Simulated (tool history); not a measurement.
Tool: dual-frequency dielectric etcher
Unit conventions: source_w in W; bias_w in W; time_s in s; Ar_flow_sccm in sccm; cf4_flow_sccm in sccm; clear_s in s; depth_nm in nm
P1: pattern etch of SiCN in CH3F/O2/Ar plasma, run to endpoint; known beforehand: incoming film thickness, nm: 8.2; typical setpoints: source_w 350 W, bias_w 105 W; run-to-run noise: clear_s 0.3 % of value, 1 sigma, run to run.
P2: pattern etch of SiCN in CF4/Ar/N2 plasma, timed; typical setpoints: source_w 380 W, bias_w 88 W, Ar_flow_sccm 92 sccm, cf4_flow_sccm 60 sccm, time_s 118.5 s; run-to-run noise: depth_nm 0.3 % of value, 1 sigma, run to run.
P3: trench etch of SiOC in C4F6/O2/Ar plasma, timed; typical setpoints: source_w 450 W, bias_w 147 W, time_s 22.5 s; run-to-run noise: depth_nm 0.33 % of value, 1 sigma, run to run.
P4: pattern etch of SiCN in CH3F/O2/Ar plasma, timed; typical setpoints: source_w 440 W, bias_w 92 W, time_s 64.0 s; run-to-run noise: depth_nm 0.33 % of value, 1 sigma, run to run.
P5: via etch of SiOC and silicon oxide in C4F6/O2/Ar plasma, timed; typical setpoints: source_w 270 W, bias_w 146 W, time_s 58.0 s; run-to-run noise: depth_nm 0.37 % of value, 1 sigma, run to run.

run	day	process	source_w	bias_w	time_s	Ar_flow_sccm	cf4_flow_sccm	hours since the last wet clean	hours since the last source power generator calibration	hours since the last bias power generator calibration	clear_s	depth_nm
1	0.512	P1	350	105				89.7	1003.8	361.8	19.950	
2	0.908	P4	350	92	64.0			99.2	1013.3	371.3		25.000
3	1.579	P1	350	105				115.3	1029.4	387.4	20.060	
4	2.146	P5	270	115	58.0			128.9	1043.0	401.0		48.543
5	2.704	P2	380	124	118.5	92	60	142.3	1056.4	414.4		107.330
6	3.267	P1	350	105				155.8	1069.9	427.9	20.091	
7	3.767	P5	270	146	43.5			167.8	1081.9	439.9		39.515
8	4.479	P3	450	147	30.0			184.9	1099.0	457.0		61.373
9	4.842	P2	380	88	147.5	92	60	193.6	1107.7	465.7		116.530
10	5.492	P2	380	88	118.5	63	60	209.2	1123.3	481.3		98.571
11	5.896	P5	350	146	58.0			218.9	1133.0	491.0		58.080
12	6.612	P4	440	92	64.0			236.1	1150.2	508.2		27.342
13	7.121	P2	220	88	118.5	92	60	248.3	1162.4	520.4		58.218
14	7.683	P1	350	105				261.8	1175.9	533.9	19.833	
15	8.171	P2	380	88	118.5	92	60	273.5	1187.6	545.6		93.750
16	8.721	P3	450	147	22.5			286.7	1200.8	558.8		46.007
17	9.433	P3	310	147	22.5			303.8	1217.9	575.9		39.615
18	9.854	P2	380	88	118.5	92	75	313.9	1228.0	586.0		96.885
19	10.379	P4	440	130	64.0			326.5	1240.6	598.6		31.040
20	10.954	P1	350	126				340.3	1254.4	612.4	18.581	
21	11.571	P3	450	147	22.5			355.1	1269.2	627.2		46.265
22	12.204	P1	350	105				370.3	1284.4	642.4	20.010	
23	12.750	P3	450	108	22.5			383.4	1297.5	655.5		42.201
24	13.125	P1	280	105				392.4	1306.5	664.5	21.582	
25	13.867	P1	460	105				410.2	1324.3	682.3	18.034	
26	14.267	P1	260	123				419.8	1333.9	691.9	20.811	
27	14.754	P1	350	80				431.5	1345.6	703.6	22.116	
28	15.321	P4	440	92	35.0			445.1	1359.2	717.2		15.025
29	15.804	P5	270	146	58.0			456.7	1370.8	728.8		52.323
30	16.258	P1	350	105				467.6	1381.7	739.7	20.011	
31	16.833	P1	350	105				481.4	1395.5	753.5	19.949	
32	17.438	P1	350	105				495.9	1410.0	768.0	20.090	
33	17.979	P1	350	105				508.9	1423.0	781.0	20.056	
34	18.421	P1	350	105				519.5	1433.6	791.6	20.074	
35	18.988	P1	350	105				533.1	1447.2	805.2	20.246	
36	19.633	P1	350	105				548.6	1462.7	820.7	20.169	

What does the tool deliver on the next run?
37	20.092	P1	350	105				559.6	1473.7	831.7	?	

{"run 37": {"clear_s": 20.118}}
